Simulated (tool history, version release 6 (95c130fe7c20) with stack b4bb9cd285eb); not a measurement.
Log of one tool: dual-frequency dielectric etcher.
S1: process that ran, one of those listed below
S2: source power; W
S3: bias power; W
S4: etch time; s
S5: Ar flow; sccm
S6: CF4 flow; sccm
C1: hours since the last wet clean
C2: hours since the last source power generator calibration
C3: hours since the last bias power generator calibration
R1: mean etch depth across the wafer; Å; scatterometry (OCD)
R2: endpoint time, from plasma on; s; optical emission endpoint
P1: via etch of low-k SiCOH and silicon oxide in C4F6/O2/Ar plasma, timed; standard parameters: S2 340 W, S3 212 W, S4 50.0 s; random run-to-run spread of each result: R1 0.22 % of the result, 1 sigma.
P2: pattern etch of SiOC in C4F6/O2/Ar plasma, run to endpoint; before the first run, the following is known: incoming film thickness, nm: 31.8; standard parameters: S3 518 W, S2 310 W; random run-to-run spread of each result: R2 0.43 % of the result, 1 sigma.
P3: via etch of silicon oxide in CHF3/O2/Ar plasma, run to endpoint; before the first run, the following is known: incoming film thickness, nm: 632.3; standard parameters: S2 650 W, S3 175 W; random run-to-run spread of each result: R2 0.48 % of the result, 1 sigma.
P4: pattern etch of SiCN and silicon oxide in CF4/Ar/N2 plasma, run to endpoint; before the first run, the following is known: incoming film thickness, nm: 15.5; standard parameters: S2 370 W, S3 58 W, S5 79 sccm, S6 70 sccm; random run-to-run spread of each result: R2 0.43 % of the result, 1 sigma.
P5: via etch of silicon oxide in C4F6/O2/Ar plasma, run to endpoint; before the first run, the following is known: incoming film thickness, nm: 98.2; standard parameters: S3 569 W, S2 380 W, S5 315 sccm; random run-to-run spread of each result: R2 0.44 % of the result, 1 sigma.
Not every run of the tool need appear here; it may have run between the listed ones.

run   hour  S1   S2   S3    S4   S5  S6    C1     C2      C3       R1       R2
  1    2.1  P1  340  212  50.0           67.7  703.8  1178.2  1283.10
  2    6.4  P4  370   58         54  70  72.0  708.1  1182.5            21.271
  3   10.7  P5  220  569        315      76.3  712.4  1186.8            26.161
  4   12.9  P3  650  175                 78.5  714.6  1189.0           312.260
  5   16.5  P5  380  569        240      82.1  718.2  1192.6            20.605
  6   18.6  P1  450  212  66.0           84.2  720.3  1194.7  1890.00
  7   22.5  P1  340  162  50.0           88.1  724.2  1198.6  1178.50
  8   24.7  P4  370   58         79  70  90.3  726.4  1200.8            22.521
      26.3  -- wet clean of the chamber
  9   27.8  P1  460  212  66.0            1.6  729.5  1203.9  1902.50
 10   31.6  P4  370   58         79  70   5.4  733.3  1207.7            22.427
 11   34.4  P1  340  212  50.0            8.2  736.1  1210.5  1286.80
 12   37.2  P1  340  212  36.0           11.0  738.9  1213.3   923.96
 13   39.4  P3  650  233                 13.2  741.1  1215.5           285.270
 14   42.0  P5  380  686        315      15.8  743.7  1218.1            19.788
 15   44.8  P4  370   38         79  70  18.6  746.5  1220.9            25.417
 16   48.5  P1  460  212  64.5           22.3  750.2  1224.6  1851.50
 17   52.8  P1  340  212  50.0           26.6  754.5  1228.9  1289.00
 18   55.1  P2  310  678                 28.9  756.8  1231.2            10.600
 19   59.5  P2  240  518                 33.3  761.2  1235.6            12.920
 20   62.9  P1  340  212  68.5           36.7  764.6  1239.0  1761.70
 21   67.1  P1  210  212  50.0           40.9  768.8  1243.2  1068.40
 22   70.0  P4  520   58         79  70  43.8  771.7  1246.1            16.631
 23   74.3  P2  310  518                 48.1  776.0  1250.4            11.825
 24   78.6  P3  410  175                 52.4  780.3  1254.7           374.080
      80.5  -- source power generator calibrated
 25   82.8  P1  340  212  50.0           56.6    2.3  1258.9  1283.80
 26   87.2  P5  380  569        315      61.0    6.7  1263.3            21.416
 27   91.5  P1  450  212  50.0           65.3   11.0  1267.6  1427.50
 28   94.4  P4  370   58         79  52  68.2   13.9  1270.5            23.448
 29   96.8  P1  340  258  50.0           70.6   16.3  1272.9  1374.40
 30  100.5  P1  340  212  50.0           74.3   20.0  1276.6  1280.90
 31  104.2  P1  340  212  50.0           78.0   23.7  1280.3  1276.80
 32  106.3  P1  340  212  50.0           80.1   25.8  1282.4  1273.60
 33  110.8  P1  340  212  50.0           84.6   30.3  1286.9  1272.90
 34  115.0  P1  340  212  50.0           88.8   34.5  1291.1  1266.70
 35  119.2  P1  340  212  50.0           93.0   38.7  1295.3  1265.70
     120.6  -- wet clean of the chamber
 36  123.8  P1  340  212  50.0            3.3   43.3  1299.9  1272.40
 37  125.9  P1  340  212  50.0            5.4   45.4  1302.0  1263.30
 38  129.8  P1  340  212  50.0            9.3   49.3  1305.9  1269.90
 39  133.6  P1  340  212  50.0           13.1   53.1  1309.7  1267.70
 40  137.4  P1  340  212  50.0           16.9   56.9  1313.5  1266.30
 41  140.5  P1  340  212  50.0           20.0   60.0  1316.6  1261.70

Compared with where it was, what P1 gives has crept away. Each cause listed below fits the log as well as the rest, at the size given for it:
A: bias power that arrives under what is set, % = 4.1
B: source power that arrives under what is set, % = 3.52
Creep in the process output first set in at about hour 100.5.
All other causes, with the reason each is excluded:
chamber walls in a state that lowers the etch rate, %: serviced at hour 120.6, after the change had begun; the process did not return to its earlier output

Which of the check runs below tells the causes apart, meaning the causes would give it clearly different results? Each run uses 3 wafers whose results are averaged, and each result is shown as a question mark.
check 1  143.6  P3  520  175                                ?
check 2  143.6  P4  480   46       79  70                   ?
check 3  143.6  P2  260  518                                ?
check 4  143.6  P5  270  569      315                       ?

Outcome of each check run for each possible cause:
  check  result     if A     if B
check 1      R2  347.490  347.350
check 2      R2   19.271   19.663
check 3      R2   12.754   12.717
check 4      R2   24.563   24.486
Gap, in per cent, between the two causes that each check separates least, read from the result that separates them most: check 1 0.04 %; check 2 2.02 %; check 3 0.29 %; check 4 0.31 %
Check 2 distinguishes between the causes, while the remaining checks would return nearly the same result for all of them.

Here is what check 2 returned: R2 19.224 s. Which cause is it?

It is A: bias power that arrives under what is set, %.
